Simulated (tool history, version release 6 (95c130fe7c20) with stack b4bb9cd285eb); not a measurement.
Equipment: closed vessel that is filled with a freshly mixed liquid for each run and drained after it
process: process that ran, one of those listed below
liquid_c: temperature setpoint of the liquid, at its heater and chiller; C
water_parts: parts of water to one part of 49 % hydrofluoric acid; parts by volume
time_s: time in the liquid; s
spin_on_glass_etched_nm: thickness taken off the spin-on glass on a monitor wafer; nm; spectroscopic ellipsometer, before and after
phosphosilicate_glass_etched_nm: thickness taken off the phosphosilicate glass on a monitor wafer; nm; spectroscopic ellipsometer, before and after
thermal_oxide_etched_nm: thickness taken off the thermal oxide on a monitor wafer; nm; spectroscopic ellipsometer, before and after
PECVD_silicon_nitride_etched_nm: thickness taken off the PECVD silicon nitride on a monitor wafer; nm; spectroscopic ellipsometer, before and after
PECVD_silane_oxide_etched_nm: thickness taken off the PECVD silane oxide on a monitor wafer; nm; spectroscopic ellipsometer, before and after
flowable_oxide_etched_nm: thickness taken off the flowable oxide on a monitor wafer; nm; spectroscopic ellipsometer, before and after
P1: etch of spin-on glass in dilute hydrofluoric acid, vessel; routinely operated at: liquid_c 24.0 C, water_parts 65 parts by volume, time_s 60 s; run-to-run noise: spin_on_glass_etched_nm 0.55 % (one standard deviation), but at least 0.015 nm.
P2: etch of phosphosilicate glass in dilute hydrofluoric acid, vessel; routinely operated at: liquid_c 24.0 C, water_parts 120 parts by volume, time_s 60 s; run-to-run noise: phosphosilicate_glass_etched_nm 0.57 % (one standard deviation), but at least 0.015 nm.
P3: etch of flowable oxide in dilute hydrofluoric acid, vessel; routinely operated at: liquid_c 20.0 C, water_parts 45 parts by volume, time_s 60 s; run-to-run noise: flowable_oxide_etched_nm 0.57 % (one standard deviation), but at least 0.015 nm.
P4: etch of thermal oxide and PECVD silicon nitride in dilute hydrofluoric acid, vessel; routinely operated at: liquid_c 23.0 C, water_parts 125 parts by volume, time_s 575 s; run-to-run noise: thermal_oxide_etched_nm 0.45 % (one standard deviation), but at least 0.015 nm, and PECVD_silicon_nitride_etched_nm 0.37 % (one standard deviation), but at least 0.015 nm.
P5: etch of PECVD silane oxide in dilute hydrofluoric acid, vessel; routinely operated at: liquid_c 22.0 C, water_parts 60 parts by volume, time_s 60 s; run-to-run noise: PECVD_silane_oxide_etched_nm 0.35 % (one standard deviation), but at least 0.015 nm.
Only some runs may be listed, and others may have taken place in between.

run	day	process	liquid_c	water_parts	time_s	hours since the thermometer was replaced	hours since the hydrofluoric acid flow meter was replaced	spin_on_glass_etched_nm	phosphosilicate_glass_etched_nm	thermal_oxide_etched_nm	PECVD_silicon_nitride_etched_nm	PECVD_silane_oxide_etched_nm	flowable_oxide_etched_nm
1	0.221	P1	24.0	65	60	383.9	166.7	25.353					
2	0.371	P2	24.0	165	60	387.5	170.3		26.701				
3	0.600	P2	24.0	120	90	393.0	175.8		57.788				
4	0.746	P1	24.0	65	30	396.5	179.3	12.639					
5	1.004	P4	29.0	125	575	402.7	185.5			27.521	32.955		
6	1.167	P1	24.0	65	115	406.6	189.4	48.845					
7	1.367	P1	24.0	65	60	411.4	194.2	25.466					
8	1.538	P2	19.0	120	60	415.5	198.3		31.491				
9	1.792	P5	22.0	60	30	421.6	204.4					11.479	
10	2.017	P1	24.0	30	60	427.0	209.8	58.113					
11	2.138	P1	24.0	100	60	429.9	212.7	15.790					
12	2.412	P1	24.0	65	60	436.5	219.3	25.151					
13	2.633	P3	20.0	45	100	441.8	224.6						122.720
14	2.796	P5	29.5	60	60	445.7	228.5					31.142	
15	3.017	P3	20.0	30	60	451.0	233.8						112.470
16	3.262	P1	24.0	65	60	456.9	239.7	25.412					
17	3.388	P5	22.0	60	60	459.9	242.7					22.964	
18	3.571	P5	22.0	35	60	464.3	247.1					40.871	
19	3.700	P4	23.0	60	575	467.4	250.2			48.999	45.945		
20	3.854	P1	18.0	65	60	471.1	253.9	19.612					
21	4.104	P1	24.0	65	60	477.1	259.9	25.607					
22	4.233	P1	28.5	65	30	480.2	263.0	15.247					
23	4.429	P4	23.0	125	300	484.9	267.7			11.371	11.635		
24	4.650	P3	20.0	45	60	490.2	273.0						74.013
25	4.871	P4	23.0	125	575	495.5	278.3			21.696	22.373		
26	4.988	P2	24.0	120	60	498.3	281.1		38.554				
27	5.121	P3	17.0	45	60	501.5	284.3						64.455
28	5.275	P1	30.5	65	60	505.2	288.0	32.708					
29	5.525	P1	20.0	65	95	511.2	294.0	34.169					
30	5.800	P1	24.0	65	60	517.8	300.6	25.430					
31	5.992	P1	24.0	65	60	522.4	305.2	26.208					
32	6.150	P1	24.0	65	60	526.2	309.0	26.469					
33	6.358	P1	24.0	65	60	531.2	314.0	26.891					
34	6.521	P1	24.0	65	60	535.1	317.9	26.676					
35	6.771	P1	24.0	65	60	541.1	323.9	27.271					
36	7.017	P1	24.0	65	60	547.0	329.8	27.129					
37	7.225	P1	24.0	65	60	552.0	334.8	27.147					
38	7.383	P1	24.0	65	60	555.8	338.6	27.293					

P1 no longer gives what it gave before; its output has crept away from where it was. The following 2 causes, each at its listed size, fit the log equally well:
A: liquid hotter than its thermometer reads (K) = 1.74
B: hydrofluoric acid flow above the setpoint (%) = 6.69
Creep in the process output first set in at about day 5.800.

Each of the 4 check runs below uses one wafer; its results are left as question marks. Which run tells the causes apart?
check 1	7.542	P3	20.0	45	60								?
check 2	7.542	P4	23.0	125	575					?	?		
check 3	7.542	P2	24.0	120	60				?				
check 4	7.542	P5	22.0	60	60							?	

If the cause were each of the candidates in turn, the checks would give the following:
check	result	if A	if B
check 1	flowable_oxide_etched_nm	79.283	78.844
check 2	thermal_oxide_etched_nm	23.317	23.460
check 2	PECVD_silicon_nitride_etched_nm	24.994	23.781
check 3	phosphosilicate_glass_etched_nm	41.249	41.512
check 4	PECVD_silane_oxide_etched_nm	24.650	24.594
Gap, in per cent, between the two causes that each check separates least, read from the result that separates them most: check 1 0.55 %; check 2 4.98 %; check 3 0.63 %; check 4 0.23 %
Only in check 2 would the causes give clearly different results; in the remaining checks their results would be nearly the same.

Check 2 has now been run. It gave: thermal_oxide_etched_nm 23.462 nm; PECVD_silicon_nitride_etched_nm 25.159 nm. Which of the candidate causes is it?

It was cause A: liquid hotter than its thermometer reads (K).
